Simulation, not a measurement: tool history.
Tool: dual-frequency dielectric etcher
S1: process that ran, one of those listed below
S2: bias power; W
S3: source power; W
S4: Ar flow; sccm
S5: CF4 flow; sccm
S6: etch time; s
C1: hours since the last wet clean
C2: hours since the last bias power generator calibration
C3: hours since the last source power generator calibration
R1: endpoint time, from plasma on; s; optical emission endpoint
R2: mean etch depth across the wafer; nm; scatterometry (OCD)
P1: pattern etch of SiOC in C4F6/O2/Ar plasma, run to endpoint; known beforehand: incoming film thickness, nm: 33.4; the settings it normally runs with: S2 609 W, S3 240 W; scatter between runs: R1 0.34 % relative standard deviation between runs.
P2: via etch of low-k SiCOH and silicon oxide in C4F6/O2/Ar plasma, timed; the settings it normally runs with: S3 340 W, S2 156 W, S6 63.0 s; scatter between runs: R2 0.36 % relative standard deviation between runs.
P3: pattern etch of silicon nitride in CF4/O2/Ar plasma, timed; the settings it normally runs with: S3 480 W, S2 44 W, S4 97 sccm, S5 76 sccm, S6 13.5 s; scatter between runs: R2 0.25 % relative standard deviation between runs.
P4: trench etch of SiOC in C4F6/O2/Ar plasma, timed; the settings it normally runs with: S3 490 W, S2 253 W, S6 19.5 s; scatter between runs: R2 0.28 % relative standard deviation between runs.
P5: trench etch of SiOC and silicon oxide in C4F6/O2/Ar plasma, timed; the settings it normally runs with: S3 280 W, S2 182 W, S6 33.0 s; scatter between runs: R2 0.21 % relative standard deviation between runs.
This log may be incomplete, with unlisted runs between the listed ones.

{"run": 1, "day": 0.367, "S1": "P1", "S2": 609, "S3": 240, "C1": 428.2, "C2": 1836.0, "C3": 1489.2, "R1": 12.817}
{"run": 2, "day": 0.712, "S1": "P3", "S2": 44, "S3": 480, "S4": 97, "S5": 76, "S6": 10.5, "C1": 436.5, "C2": 1844.3, "C3": 1497.5, "R2": 17.861}
{"run": 3, "day": 1.196, "S1": "P4", "S2": 162, "S3": 490, "S6": 19.5, "C1": 448.1, "C2": 1855.9, "C3": 1509.1, "R2": 42.922}
{"run": 4, "day": 1.917, "S1": "P3", "S2": 44, "S3": 480, "S4": 97, "S5": 97, "S6": 13.5, "C1": 465.4, "C2": 1873.2, "C3": 1526.4, "R2": 23.717}
{"run": 5, "day": 2.275, "S1": "P5", "S2": 182, "S3": 280, "S6": 33.0, "C1": 474.0, "C2": 1881.8, "C3": 1535.0, "R2": 56.893}
{"run": 6, "day": 2.938, "S1": "P4", "S2": 253, "S3": 490, "S6": 10.5, "C1": 489.9, "C2": 1897.7, "C3": 1550.9, "R2": 26.684}
{"run": 7, "day": 3.317, "S1": "P1", "S2": 609, "S3": 240, "C1": 499.0, "C2": 1906.8, "C3": 1560.0, "R1": 12.792}
{"run": 8, "day": 3.758, "S1": "P3", "S2": 44, "S3": 480, "S4": 61, "S5": 76, "S6": 13.5, "C1": 509.6, "C2": 1917.4, "C3": 1570.6, "R2": 24.393}
{"run": 9, "day": 4.379, "S1": "P5", "S2": 182, "S3": 400, "S6": 33.0, "C1": 524.5, "C2": 1932.3, "C3": 1585.5, "R2": 64.782}
{"run": 10, "day": 4.75, "S1": "P1", "S2": 609, "S3": 240, "C1": 533.4, "C2": 1941.2, "C3": 1594.4, "R1": 12.826}
{"run": 11, "day": 5.383, "S1": "P3", "S2": 44, "S3": 480, "S4": 97, "S5": 76, "S6": 13.5, "C1": 548.6, "C2": 1956.4, "C3": 1609.6, "R2": 23.044}
{"run": 12, "day": 6.117, "S1": "P1", "S2": 609, "S3": 330, "C1": 566.2, "C2": 1974.0, "C3": 1627.2, "R1": 11.438}
{"run": 13, "day": 6.546, "S1": "P2", "S2": 156, "S3": 340, "S6": 80.0, "C1": 576.5, "C2": 1984.3, "C3": 1637.5, "R2": 191.05}
{"run": 14, "day": 7.071, "S1": "P1", "S2": 609, "S3": 240, "C1": 589.1, "C2": 1996.9, "C3": 1650.1, "R1": 12.818}
{"run": 15, "day": 7.621, "S1": "P1", "S2": 609, "S3": 190, "C1": 602.3, "C2": 2010.1, "C3": 1663.3, "R1": 14.022}
{"run": 16, "day": 8.188, "S1": "P5", "S2": 146, "S3": 280, "S6": 33.0, "C1": 615.9, "C2": 2023.7, "C3": 1676.9, "R2": 52.783}
{"run": 17, "day": 8.533, "S1": "P2", "S2": 156, "S3": 460, "S6": 63.0, "C1": 624.2, "C2": 2032.0, "C3": 1685.2, "R2": 169.49}
{"run": 18, "day": 9.246, "S1": "P2", "S2": 156, "S3": 340, "S6": 63.0, "C1": 641.3, "C2": 2049.1, "C3": 1702.3, "R2": 151.0}
{"run": 19, "day": 9.65, "S1": "P4", "S2": 253, "S3": 290, "S6": 19.5, "C1": 651.0, "C2": 2058.8, "C3": 1712.0, "R2": 40.661}
{"run": 20, "day": 10.138, "S1": "P5", "S2": 182, "S3": 280, "S6": 33.0, "C1": 662.7, "C2": 2070.5, "C3": 1723.7, "R2": 56.76}
{"run": 21, "day": 10.846, "S1": "P3", "S2": 44, "S3": 330, "S4": 97, "S5": 76, "S6": 13.5, "C1": 679.7, "C2": 2087.5, "C3": 1740.7, "R2": 16.614}
{"run": 22, "day": 11.254, "S1": "P4", "S2": 253, "S3": 490, "S6": 19.5, "C1": 689.5, "C2": 2097.3, "C3": 1750.5, "R2": 49.49}
{"run": 23, "day": 11.754, "S1": "P5", "S2": 182, "S3": 280, "S6": 24.5, "C1": 701.5, "C2": 2109.3, "C3": 1762.5, "R2": 41.964}
{"run": 24, "day": 12.279, "S1": "P3", "S2": 59, "S3": 480, "S4": 97, "S5": 76, "S6": 13.5, "C1": 714.1, "C2": 2121.9, "C3": 1775.1, "R2": 25.851}
{"run": 25, "day": 12.617, "S1": "P1", "S2": 777, "S3": 240, "C1": 722.2, "C2": 2130.0, "C3": 1783.2, "R1": 11.625}

What does the tool deliver on the next run?
{"run": 26, "day": 13.379, "S1": "P1", "S2": 491, "S3": 240, "C1": 740.5, "C2": 2148.3, "C3": 1801.5, "R1": "?"}

R1: 14.015 s
